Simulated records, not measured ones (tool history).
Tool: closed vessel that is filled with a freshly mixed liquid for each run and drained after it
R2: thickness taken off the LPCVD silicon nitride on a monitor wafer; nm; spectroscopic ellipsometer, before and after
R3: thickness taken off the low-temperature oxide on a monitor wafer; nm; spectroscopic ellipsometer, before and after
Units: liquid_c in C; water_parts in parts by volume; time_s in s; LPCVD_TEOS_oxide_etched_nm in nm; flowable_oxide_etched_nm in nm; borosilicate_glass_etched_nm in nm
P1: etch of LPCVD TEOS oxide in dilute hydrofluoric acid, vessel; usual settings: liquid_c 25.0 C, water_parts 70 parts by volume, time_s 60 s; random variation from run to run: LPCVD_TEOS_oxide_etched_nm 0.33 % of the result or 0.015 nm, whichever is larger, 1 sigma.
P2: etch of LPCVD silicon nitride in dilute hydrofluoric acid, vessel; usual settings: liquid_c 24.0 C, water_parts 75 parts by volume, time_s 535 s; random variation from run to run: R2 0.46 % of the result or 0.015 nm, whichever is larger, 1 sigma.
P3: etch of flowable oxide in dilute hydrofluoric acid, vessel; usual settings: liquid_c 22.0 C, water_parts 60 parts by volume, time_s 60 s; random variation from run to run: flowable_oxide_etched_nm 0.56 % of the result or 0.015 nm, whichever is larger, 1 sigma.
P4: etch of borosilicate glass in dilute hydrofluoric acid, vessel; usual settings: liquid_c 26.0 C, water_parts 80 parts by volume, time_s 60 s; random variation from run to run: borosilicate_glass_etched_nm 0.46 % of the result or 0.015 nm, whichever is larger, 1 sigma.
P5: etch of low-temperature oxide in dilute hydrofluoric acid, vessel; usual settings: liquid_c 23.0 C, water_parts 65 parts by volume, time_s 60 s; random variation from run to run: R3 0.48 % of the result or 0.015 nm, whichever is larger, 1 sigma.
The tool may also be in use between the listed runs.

{"run": 1, "hour": 9.2, "process": "P1", "liquid_c": 25.0, "water_parts": 70, "time_s": 60, "LPCVD_TEOS_oxide_etched_nm": 18.335}
{"run": 2, "hour": 18.7, "process": "P2", "liquid_c": 24.0, "water_parts": 75, "time_s": 535, "R2": 4.3477}
{"run": 3, "hour": 27.3, "process": "P2", "liquid_c": 24.0, "water_parts": 75, "time_s": 535, "R2": 4.3039}
{"run": 4, "hour": 40.8, "process": "P5", "liquid_c": 23.0, "water_parts": 65, "time_s": 60, "R3": 19.126}
{"run": 5, "hour": 49.1, "process": "P1", "liquid_c": 25.0, "water_parts": 35, "time_s": 60, "LPCVD_TEOS_oxide_etched_nm": 38.553}
{"run": 6, "hour": 55.9, "process": "P3", "liquid_c": 22.0, "water_parts": 60, "time_s": 105, "flowable_oxide_etched_nm": 64.117}
{"run": 7, "hour": 65.6, "process": "P4", "liquid_c": 26.0, "water_parts": 130, "time_s": 60, "borosilicate_glass_etched_nm": 27.372}
{"run": 8, "hour": 75.9, "process": "P4", "liquid_c": 26.0, "water_parts": 80, "time_s": 60, "borosilicate_glass_etched_nm": 47.104}
{"run": 9, "hour": 84.2, "process": "P1", "liquid_c": 25.0, "water_parts": 70, "time_s": 60, "LPCVD_TEOS_oxide_etched_nm": 18.251}
{"run": 10, "hour": 96.6, "process": "P5", "liquid_c": 23.0, "water_parts": 65, "time_s": 60, "R3": 19.14}
{"run": 11, "hour": 109.2, "process": "P1", "liquid_c": 25.0, "water_parts": 70, "time_s": 30, "LPCVD_TEOS_oxide_etched_nm": 9.1225}
{"run": 12, "hour": 124.3, "process": "P1", "liquid_c": 29.5, "water_parts": 70, "time_s": 60, "LPCVD_TEOS_oxide_etched_nm": 21.855}
{"run": 13, "hour": 131.2, "process": "P1", "liquid_c": 20.0, "water_parts": 70, "time_s": 60, "LPCVD_TEOS_oxide_etched_nm": 14.864}
{"run": 14, "hour": 138.8, "process": "P1", "liquid_c": 25.0, "water_parts": 70, "time_s": 60, "LPCVD_TEOS_oxide_etched_nm": 18.431}
{"run": 15, "hour": 146.3, "process": "P1", "liquid_c": 28.5, "water_parts": 30, "time_s": 60, "LPCVD_TEOS_oxide_etched_nm": 52.218}
{"run": 16, "hour": 154.5, "process": "P1", "liquid_c": 25.0, "water_parts": 70, "time_s": 60, "LPCVD_TEOS_oxide_etched_nm": 18.317}
{"run": 17, "hour": 169.0, "process": "P1", "liquid_c": 25.0, "water_parts": 70, "time_s": 60, "LPCVD_TEOS_oxide_etched_nm": 18.317}
{"run": 18, "hour": 177.4, "process": "P2", "liquid_c": 24.0, "water_parts": 115, "time_s": 535, "R2": 2.849}
{"run": 19, "hour": 191.6, "process": "P1", "liquid_c": 25.0, "water_parts": 70, "time_s": 60, "LPCVD_TEOS_oxide_etched_nm": 18.293}
{"run": 20, "hour": 205.2, "process": "P5", "liquid_c": 23.0, "water_parts": 35, "time_s": 60, "R3": 37.01}
{"run": 21, "hour": 215.7, "process": "P5", "liquid_c": 29.5, "water_parts": 65, "time_s": 60, "R3": 24.779}
{"run": 22, "hour": 229.9, "process": "P1", "liquid_c": 25.0, "water_parts": 70, "time_s": 85, "LPCVD_TEOS_oxide_etched_nm": 25.992}
{"run": 23, "hour": 243.5, "process": "P1", "liquid_c": 25.0, "water_parts": 70, "time_s": 60, "LPCVD_TEOS_oxide_etched_nm": 18.413}
{"run": 24, "hour": 254.4, "process": "P4", "liquid_c": 32.0, "water_parts": 80, "time_s": 60, "borosilicate_glass_etched_nm": 59.414}
{"run": 25, "hour": 264.6, "process": "P1", "liquid_c": 25.0, "water_parts": 115, "time_s": 60, "LPCVD_TEOS_oxide_etched_nm": 10.517}
{"hour": 277.1, "done": "thermometer replaced"}
{"run": 26, "hour": 277.8, "process": "P3", "liquid_c": 22.0, "water_parts": 60, "time_s": 60, "flowable_oxide_etched_nm": 37.221}
{"run": 27, "hour": 291.8, "process": "P3", "liquid_c": 27.0, "water_parts": 60, "time_s": 60, "flowable_oxide_etched_nm": 45.116}
{"run": 28, "hour": 299.8, "process": "P3", "liquid_c": 22.0, "water_parts": 100, "time_s": 60, "flowable_oxide_etched_nm": 20.814}
{"run": 29, "hour": 310.3, "process": "P5", "liquid_c": 23.0, "water_parts": 65, "time_s": 35, "R3": 11.197}
{"run": 30, "hour": 322.6, "process": "P2", "liquid_c": 24.0, "water_parts": 75, "time_s": 235, "R2": 1.9292}
{"run": 31, "hour": 331.2, "process": "P2", "liquid_c": 28.0, "water_parts": 75, "time_s": 535, "R2": 5.5893}
{"run": 32, "hour": 339.8, "process": "P4", "liquid_c": 26.0, "water_parts": 80, "time_s": 95, "borosilicate_glass_etched_nm": 75.174}
{"run": 33, "hour": 351.8, "process": "P1", "liquid_c": 25.0, "water_parts": 70, "time_s": 60, "LPCVD_TEOS_oxide_etched_nm": 18.365}
{"run": 34, "hour": 362.0, "process": "P1", "liquid_c": 25.0, "water_parts": 70, "time_s": 60, "LPCVD_TEOS_oxide_etched_nm": 17.931}
{"run": 35, "hour": 376.8, "process": "P1", "liquid_c": 25.0, "water_parts": 70, "time_s": 60, "LPCVD_TEOS_oxide_etched_nm": 17.524}
{"run": 36, "hour": 391.6, "process": "P1", "liquid_c": 25.0, "water_parts": 70, "time_s": 60, "LPCVD_TEOS_oxide_etched_nm": 17.101}
{"run": 37, "hour": 403.8, "process": "P1", "liquid_c": 25.0, "water_parts": 70, "time_s": 60, "LPCVD_TEOS_oxide_etched_nm": 17.072}
{"run": 38, "hour": 417.5, "process": "P1", "liquid_c": 25.0, "water_parts": 70, "time_s": 60, "LPCVD_TEOS_oxide_etched_nm": 17.048}
{"run": 39, "hour": 426.9, "process": "P1", "liquid_c": 25.0, "water_parts": 70, "time_s": 60, "LPCVD_TEOS_oxide_etched_nm": 16.975}
{"run": 40, "hour": 435.6, "process": "P1", "liquid_c": 25.0, "water_parts": 70, "time_s": 60, "LPCVD_TEOS_oxide_etched_nm": 16.852}
{"run": 41, "hour": 445.4, "process": "P1", "liquid_c": 25.0, "water_parts": 70, "time_s": 60, "LPCVD_TEOS_oxide_etched_nm": 16.943}
{"run": 42, "hour": 454.1, "process": "P1", "liquid_c": 25.0, "water_parts": 70, "time_s": 60, "LPCVD_TEOS_oxide_etched_nm": 16.894}

What P1 gives has crept away from where it was. These 2 causes fit the log equally well, each at the size given:
A: hydrofluoric acid flow below the setpoint (%) = 7.08
B: liquid colder than its thermometer reads (K) = 1.99
The creep began at about hour 351.8.

4 check runs are offered, one wafer each, their results left as question marks. Which one tells the causes apart?
{"run": "check 1", "hour": 462.8, "process": "P3", "liquid_c": 22.0, "water_parts": 60, "time_s": 60, "flowable_oxide_etched_nm": "?"}
{"run": "check 2", "hour": 462.8, "process": "P2", "liquid_c": 24.0, "water_parts": 75, "time_s": 535, "R2": "?"}
{"run": "check 3", "hour": 462.8, "process": "P5", "liquid_c": 23.0, "water_parts": 65, "time_s": 60, "R3": "?"}
{"run": "check 4", "hour": 462.8, "process": "P4", "liquid_c": 26.0, "water_parts": 80, "time_s": 60, "borosilicate_glass_etched_nm": "?"}

What each check would give under each cause:
check=check_1 result=flowable_oxide_etched_nm if_A=33.951 if_B=33.809
check=check_2 result=R2 if_A=4.0190 if_B=3.7796
check=check_3 result=R3 if_A=17.745 if_B=17.699
check=check_4 result=borosilicate_glass_etched_nm if_A=43.615 if_B=43.712
How far apart the two closest causes lie, in the result that separates them most: check 1 0.42 %; check 2 6.14 %; check 3 0.26 %; check 4 0.22 %
Only check 2 tells the causes apart: in the others they would give nearly the same result.

Then check 2 was run and gave: R2 4.0065 nm. Which cause is it?

It is A: hydrofluoric acid flow below the setpoint (%).

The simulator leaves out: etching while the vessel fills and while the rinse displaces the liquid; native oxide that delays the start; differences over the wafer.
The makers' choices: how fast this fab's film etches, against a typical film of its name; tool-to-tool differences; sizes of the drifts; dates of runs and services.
